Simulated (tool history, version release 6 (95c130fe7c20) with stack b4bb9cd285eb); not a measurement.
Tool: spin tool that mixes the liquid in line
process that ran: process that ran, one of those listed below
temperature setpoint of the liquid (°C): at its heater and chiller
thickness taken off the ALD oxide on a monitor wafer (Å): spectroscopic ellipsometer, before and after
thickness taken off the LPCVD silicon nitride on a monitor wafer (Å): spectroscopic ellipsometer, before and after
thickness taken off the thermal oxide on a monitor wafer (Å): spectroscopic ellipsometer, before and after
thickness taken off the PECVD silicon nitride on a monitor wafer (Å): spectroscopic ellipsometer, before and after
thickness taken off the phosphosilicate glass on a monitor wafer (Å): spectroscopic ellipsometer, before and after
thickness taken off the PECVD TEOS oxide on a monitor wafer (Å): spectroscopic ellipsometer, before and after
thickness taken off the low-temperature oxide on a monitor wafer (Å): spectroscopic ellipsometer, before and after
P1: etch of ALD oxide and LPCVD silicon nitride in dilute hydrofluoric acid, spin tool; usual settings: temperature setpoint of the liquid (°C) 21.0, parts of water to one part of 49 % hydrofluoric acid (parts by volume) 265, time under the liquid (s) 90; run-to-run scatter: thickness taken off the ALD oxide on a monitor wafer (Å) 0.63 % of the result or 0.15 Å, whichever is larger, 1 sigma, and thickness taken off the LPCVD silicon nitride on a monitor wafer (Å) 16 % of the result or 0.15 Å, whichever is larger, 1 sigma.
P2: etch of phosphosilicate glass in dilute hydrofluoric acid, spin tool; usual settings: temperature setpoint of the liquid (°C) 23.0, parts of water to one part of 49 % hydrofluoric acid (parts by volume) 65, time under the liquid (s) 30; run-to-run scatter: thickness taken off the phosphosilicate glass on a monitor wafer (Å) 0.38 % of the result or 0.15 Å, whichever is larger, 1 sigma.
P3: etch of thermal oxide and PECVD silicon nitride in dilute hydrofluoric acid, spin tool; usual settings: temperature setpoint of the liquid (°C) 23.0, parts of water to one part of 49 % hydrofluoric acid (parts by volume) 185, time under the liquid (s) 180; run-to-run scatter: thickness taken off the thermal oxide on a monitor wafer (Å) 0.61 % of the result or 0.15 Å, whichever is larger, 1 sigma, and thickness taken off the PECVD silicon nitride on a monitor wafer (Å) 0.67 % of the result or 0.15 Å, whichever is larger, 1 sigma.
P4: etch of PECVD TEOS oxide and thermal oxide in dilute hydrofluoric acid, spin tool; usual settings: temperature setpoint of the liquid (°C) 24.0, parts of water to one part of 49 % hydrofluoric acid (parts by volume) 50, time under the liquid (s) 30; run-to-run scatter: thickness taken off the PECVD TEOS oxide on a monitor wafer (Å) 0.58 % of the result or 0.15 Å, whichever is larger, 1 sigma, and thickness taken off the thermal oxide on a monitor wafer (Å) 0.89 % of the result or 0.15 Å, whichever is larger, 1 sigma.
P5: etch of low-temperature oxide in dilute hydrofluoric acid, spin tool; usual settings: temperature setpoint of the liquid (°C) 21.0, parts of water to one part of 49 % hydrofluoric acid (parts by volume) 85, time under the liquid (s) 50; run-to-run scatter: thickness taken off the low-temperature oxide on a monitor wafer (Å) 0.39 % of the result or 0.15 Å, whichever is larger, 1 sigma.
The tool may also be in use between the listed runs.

run   hour  process that ran  temperature setpoint of the liquid (°C)  parts of water to one part of 49 % hydrofluoric acid (parts by volume)  time under the liquid (s)  hours since the thermometer was replaced  hours since the hydrofluoric acid flow meter was replaced  thickness taken off the ALD oxide on a monitor wafer (Å)  thickness taken off the LPCVD silicon nitride on a monitor wafer (Å)  thickness taken off the thermal oxide on a monitor wafer (Å)  thickness taken off the PECVD silicon nitride on a monitor wafer (Å)  thickness taken off the phosphosilicate glass on a monitor wafer (Å)  thickness taken off the PECVD TEOS oxide on a monitor wafer (Å)  thickness taken off the low-temperature oxide on a monitor wafer (Å)
  1    8.0                P1                                     21.0                                                                     265                         90                                     434.6                                                      324.8                                                   46.5170                                                               1.39480
  2   14.5                P1                                     21.0                                                                     265                        145                                     441.1                                                      331.3                                                   73.7420                                                               2.12360
  3   25.3                P3                                     27.0                                                                     185                        180                                     451.9                                                      342.1                                                                                                                                                                                        49.561                                                                52.427
  4   32.9                P1                                     21.0                                                                     265                         90                                     459.5                                                      349.7                                                   46.3110                                                               1.71470
  5   42.5                P3                                     23.0                                                                     290                        180                                     469.1                                                      359.3                                                                                                                                                                                        24.560                                                                25.446
  6   51.3                P2                                     23.0                                                                      65                         30                                     477.9                                                      368.1                                                                                                                                                                                                                                                                                                                                    439.19
  7   57.2                P4                                     24.0                                                                      50                         30                                     483.8                                                      374.0                                                                                                                                                                                        29.033                                                                                                                                                                                                       57.731
  8   64.3                P2                                     30.0                                                                      65                         30                                     490.9                                                      381.1                                                                                                                                                                                                                                                                                                                                    582.18
  9   73.1                P4                                     24.0                                                                      90                         30                                     499.7                                                      389.9                                                                                                                                                                                        15.649                                                                                                                                                                                                       30.606
 10   78.3                P1                                     24.5                                                                     265                         90                                     504.9                                                      395.1                                                   52.4630                                                               2.11480
 11   88.3                P1                                     21.0                                                                     265                         90                                     514.9                                                      405.1                                                   46.1410                                                               1.32510
 12   95.8                P2                                     23.0                                                                      65                         15                                     522.4                                                      412.6                                                                                                                                                                                                                                                                                                                                    219.32
 13  103.0                P1                                     21.0                                                                      95                        135                                     529.6                                                      419.8                                                  231.7400                                                               5.16900
 14  114.4                P5                                     26.5                                                                      85                         50                                     541.0                                                      431.2                                                                                                                                                                                                                                                                                                                                                                                                                                                                          139.720
 15  121.5                P5                                     21.0                                                                      85                         15                                     548.1                                                      438.3                                                                                                                                                                                                                                                                                                                                                                                                                                                                           33.864
 16  126.9                P3                                     23.0                                                                     185                        365                                     553.5                                                      443.7                                                                                                                                                                                        86.743                                                                82.807
 17  136.5                P2                                     23.0                                                                     115                         30                                     563.1                                                      453.3                                                                                                                                                                                                                                                                                                                                    234.15
 18  147.1                P1                                     28.0                                                                     265                         15                                     573.7                                                      463.9                                                    9.9105                                                               0.34759
 19  153.9                P3                                     23.0                                                                     185                        180                                     580.5                                                      470.7                                                                                                                                                                                        42.979                                                                40.087
 20  164.8                P1                                     17.0                                                                     265                         90                                     591.4                                                      481.6                                                   39.8090                                                               1.24190
 21  172.3                P4                                     24.0                                                                      50                         15                                     598.9                                                      489.1                                                                                                                                                                                        14.455                                                                                                                                                                                                       28.529
 22  183.6                P5                                     21.0                                                                     135                         50                                     610.2                                                      500.4                                                                                                                                                                                                                                                                                                                                                                                                                                                                           67.136
 23  190.1                P1                                     21.0                                                                     480                         90                                     616.7                                                      506.9                                                   20.8050                                                               0.55104
 24  197.0                P1                                     29.0                                                                     460                         90                                     623.6                                                      513.8                                                   28.9370                                                               1.18740
 25  206.2                P4                                     24.0                                                                      50                         30                                     632.8                                                      523.0                                                                                                                                                                                        29.376                                                                                                                                                                                                       57.709
 26  215.5                P5                                     21.0                                                                      85                         50                                     642.1                                                      532.3                                                                                                                                                                                                                                                                                                                                                                                                                                                                          112.020
 27  223.2                P4                                     17.0                                                                      50                         30                                     649.8                                                      540.0                                                                                                                                                                                        21.864                                                                                                                                                                                                       43.338
 28  229.7                P1                                     21.0                                                                     265                         90                                     656.3                                                      546.5                                                   45.6060                                                               1.50890
 29  237.7                P1                                     21.0                                                                     170                         90                                     664.3                                                      554.5                                                   79.3690                                                               2.36280
 30  247.1                P5                                     21.0                                                                      85                         50                                     673.7                                                      563.9                                                                                                                                                                                                                                                                                                                                                                                                                                                                          111.960
 31  256.8                P1                                     21.0                                                                     265                         15                                     683.4                                                      573.6                                                    7.6512                                                               0.34330
 32  266.9                P1                                     21.0                                                                     265                         90                                     693.5                                                      583.7                                                   45.9770                                                               1.48650
 33  272.5                P1                                     21.0                                                                     265                         90                                     699.1                                                      589.3                                                   46.4930                                                               1.61560
 34  283.1                P1                                     21.0                                                                     265                         90                                     709.7                                                      599.9                                                   48.1600                                                               0.94022
 35  294.3                P1                                     21.0                                                                     265                         90                                     720.9                                                      611.1                                                   47.8890                                                               1.74300
 36  305.1                P1                                     21.0                                                                     265                         90                                     731.7                                                      621.9                                                   47.8150                                                               1.55040
 37  311.4                P1                                     21.0                                                                     265                         90                                     738.0                                                      628.2                                                   47.8680                                                               1.54780
 38  322.9                P1                                     21.0                                                                     265                         90                                     749.5                                                      639.7                                                   48.7300                                                               1.38920
 39  334.3                P1                                     21.0                                                                     265                         90                                     760.9                                                      651.1                                                   48.2910                                                               1.52840
 40  341.7                P1                                     21.0                                                                     265                         90                                     768.3                                                      658.5                                                   48.4420                                                               1.47570
 41  348.2                P1                                     21.0                                                                     265                         90                                     774.8                                                      665.0                                                   48.6830                                                               1.27010
 42  357.7                P1                                     21.0                                                                     265                         90                                     784.3                                                      674.5                                                   48.8780                                                               1.59200

What P1 gives has crept away from where it was. These 2 causes fit the log equally well, each at the size given:
A: liquid hotter than its thermometer reads (K) = 1.46
B: hydrofluoric acid flow above the setpoint (%) = 4.35
The creep began at about hour 266.9.

4 check runs are offered, one wafer each, their results left as question marks. Which one tells the causes apart?
check 1  367.2                P3                                     23.0                                                                     185                        310                                                                                                                                                                                                                                                                                                  ?                                                                     ?
check 2  367.2                P2                                     27.5                                                                     110                         30                                                                                                                                                                                                                                                                                                                                                                                                                                              ?
check 3  367.2                P4                                     21.0                                                                      80                         30                                                                                                                                                                                                                                                                                                  ?                                                                                                                                                                                                            ?
check 4  367.2                P5                                     21.0                                                                     130                         50                                                                                                                                                                                                                                                                                                                                                                                                                                                                                                                                                                                     ?

What each check would give under each cause:
  check                                                                result    if A    if B
check 1          thickness taken off the thermal oxide on a monitor wafer (Å)  77.598  77.303
check 1  thickness taken off the PECVD silicon nitride on a monitor wafer (Å)  76.637  72.815
check 2  thickness taken off the phosphosilicate glass on a monitor wafer (Å)  309.90  307.88
check 3          thickness taken off the thermal oxide on a monitor wafer (Å)  16.461  16.242
check 3       thickness taken off the PECVD TEOS oxide on a monitor wafer (Å)  32.640  32.205
check 4  thickness taken off the low-temperature oxide on a monitor wafer (Å)  73.785  73.100
How far apart the two closest causes lie, in the result that separates them most: check 1 5.12 %; check 2 0.65 %; check 3 1.34 %; check 4 0.93 %
Check 1 tells the causes apart: in the others they would give nearly the same result.

Check 1 was then run and gave: thickness taken off the thermal oxide on a monitor wafer (Å) 77.528; thickness taken off the PECVD silicon nitride on a monitor wafer (Å) 73.750. Which cause is it?

It is B: hydrofluoric acid flow above the setpoint (%).
